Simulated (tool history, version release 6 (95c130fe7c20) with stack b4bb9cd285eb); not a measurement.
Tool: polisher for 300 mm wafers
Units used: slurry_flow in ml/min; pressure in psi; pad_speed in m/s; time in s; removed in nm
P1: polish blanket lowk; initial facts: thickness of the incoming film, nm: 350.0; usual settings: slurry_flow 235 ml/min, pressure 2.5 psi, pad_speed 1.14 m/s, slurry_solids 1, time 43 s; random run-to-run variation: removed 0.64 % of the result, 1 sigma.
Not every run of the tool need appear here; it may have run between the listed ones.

Run 1, hour 14.4: slurry_flow 235 ml/min, pressure 2.5 psi, pad_speed 1.14 m/s, slurry_solids 1, time 43 s. Result: removed 23.606 nm.
Run 2, hour 26.9: slurry_flow 235 ml/min, pressure 2.5 psi, pad_speed 1.14 m/s, slurry_solids 0.55, time 43 s. Result: removed 17.312 nm.
Run 3, hour 39.3: slurry_flow 235 ml/min, pressure 3.6 psi, pad_speed 1.14 m/s, slurry_solids 0.7, time 43 s. Result: removed 28.712 nm.
At hour 43.1: head pressure recalibrated.
Run 4, hour 53.7: slurry_flow 235 ml/min, pressure 2.5 psi, pad_speed 1.14 m/s, slurry_solids 1, time 27 s. Result: removed 14.874 nm.
Run 5, hour 62.5: slurry_flow 235 ml/min, pressure 1.1 psi, pad_speed 1.14 m/s, slurry_solids 1, time 43 s. Result: removed 10.327 nm.
Run 6, hour 70.4: slurry_flow 235 ml/min, pressure 2.5 psi, pad_speed 1.14 m/s, slurry_solids 1, time 68 s. Result: removed 37.497 nm.
Run 7, hour 79.5: slurry_flow 235 ml/min, pressure 2.5 psi, pad_speed 1.14 m/s, slurry_solids 1, time 43 s. Result: removed 23.667 nm.
Run 8, hour 87.9: slurry_flow 145 ml/min, pressure 2.5 psi, pad_speed 1.14 m/s, slurry_solids 1, time 43 s. Result: removed 22.258 nm.
At hour 89.7: conditioning disc replaced and pad reconditioned.
Run 9, hour 100.7: slurry_flow 235 ml/min, pressure 2.5 psi, pad_speed 1.14 m/s, slurry_solids 1, time 43 s. Result: removed 23.794 nm.
Run 10, hour 114.8: slurry_flow 235 ml/min, pressure 2.5 psi, pad_speed 0.78 m/s, slurry_solids 1, time 43 s. Result: removed 17.384 nm.
Run 11, hour 129.4: slurry_flow 235 ml/min, pressure 4 psi, pad_speed 1.14 m/s, slurry_solids 1, time 43 s. Result: removed 37.564 nm.
Run 12, hour 142.3: slurry_flow 235 ml/min, pressure 2.5 psi, pad_speed 1.14 m/s, slurry_solids 1, time 43 s. Result: removed 23.684 nm.
Run 13, hour 157.9: slurry_flow 235 ml/min, pressure 2.5 psi, pad_speed 1.48 m/s, slurry_solids 1, time 43 s. Result: removed 29.644 nm.
Run 14, hour 172.1: slurry_flow 235 ml/min, pressure 2.5 psi, pad_speed 0.62 m/s, slurry_solids 1, time 60 s. Result: removed 20.031 nm.
Run 15, hour 179.5: slurry_flow 235 ml/min, pressure 2.5 psi, pad_speed 1.14 m/s, slurry_solids 1, time 43 s. Result: removed 23.948 nm.
Run 16, hour 195.6: slurry_flow 370 ml/min, pressure 2.5 psi, pad_speed 1.14 m/s, slurry_solids 1, time 43 s. Result: removed 24.58 nm.
Run 17, hour 209.9: slurry_flow 140 ml/min, pressure 2.5 psi, pad_speed 1.62 m/s, slurry_solids 1, time 43 s. Result: removed 29.105 nm.
Run 18, hour 222: slurry_flow 235 ml/min, pressure 2.5 psi, pad_speed 1.14 m/s, slurry_solids 1.45, time 43 s. Result: removed 27.616 nm.
Run 19, hour 238.2: slurry_flow 235 ml/min, pressure 2.5 psi, pad_speed 1.14 m/s, slurry_solids 1, time 43 s. Result: removed 23.624 nm.
Run 20, hour 247: slurry_flow 235 ml/min, pressure 2.5 psi, pad_speed 1.14 m/s, slurry_solids 1, time 43 s. Result: removed 22.843 nm.
Run 21, hour 262.1: slurry_flow 235 ml/min, pressure 2.5 psi, pad_speed 1.14 m/s, slurry_solids 1, time 43 s. Result: removed 21.904 nm.
Run 22, hour 276.2: slurry_flow 235 ml/min, pressure 2.5 psi, pad_speed 1.14 m/s, slurry_solids 1, time 43 s. Result: removed 21.275 nm.
At hour 281.9: conditioning disc replaced and pad reconditioned.
At hour 285.4: head pressure recalibrated.
Run 23, hour 290.2: slurry_flow 235 ml/min, pressure 2.5 psi, pad_speed 1.14 m/s, slurry_solids 1, time 43 s. Result: removed 21.204 nm.
Run 24, hour 297.5: slurry_flow 235 ml/min, pressure 2.5 psi, pad_speed 1.14 m/s, slurry_solids 1, time 43 s. Result: removed 20.786 nm.
Run 25, hour 313.7: slurry_flow 235 ml/min, pressure 2.5 psi, pad_speed 1.14 m/s, slurry_solids 1, time 43 s. Result: removed 20.621 nm.
At hour 319: slurry nozzle cleaned.
Run 26, hour 324.3: slurry_flow 235 ml/min, pressure 2.5 psi, pad_speed 1.14 m/s, slurry_solids 1, time 43 s. Result: removed 20.534 nm.
Run 27, hour 337.9: slurry_flow 235 ml/min, pressure 2.5 psi, pad_speed 1.14 m/s, slurry_solids 1, time 43 s. Result: removed 20.345 nm.

Predict the results of run 28:
Run 28, hour 347.2: slurry_flow 235 ml/min, pressure 2.5 psi, pad_speed 1.14 m/s, slurry_solids 1, time 43 s. Result: removed ?.

{"run 28": {"removed": 20.328}}
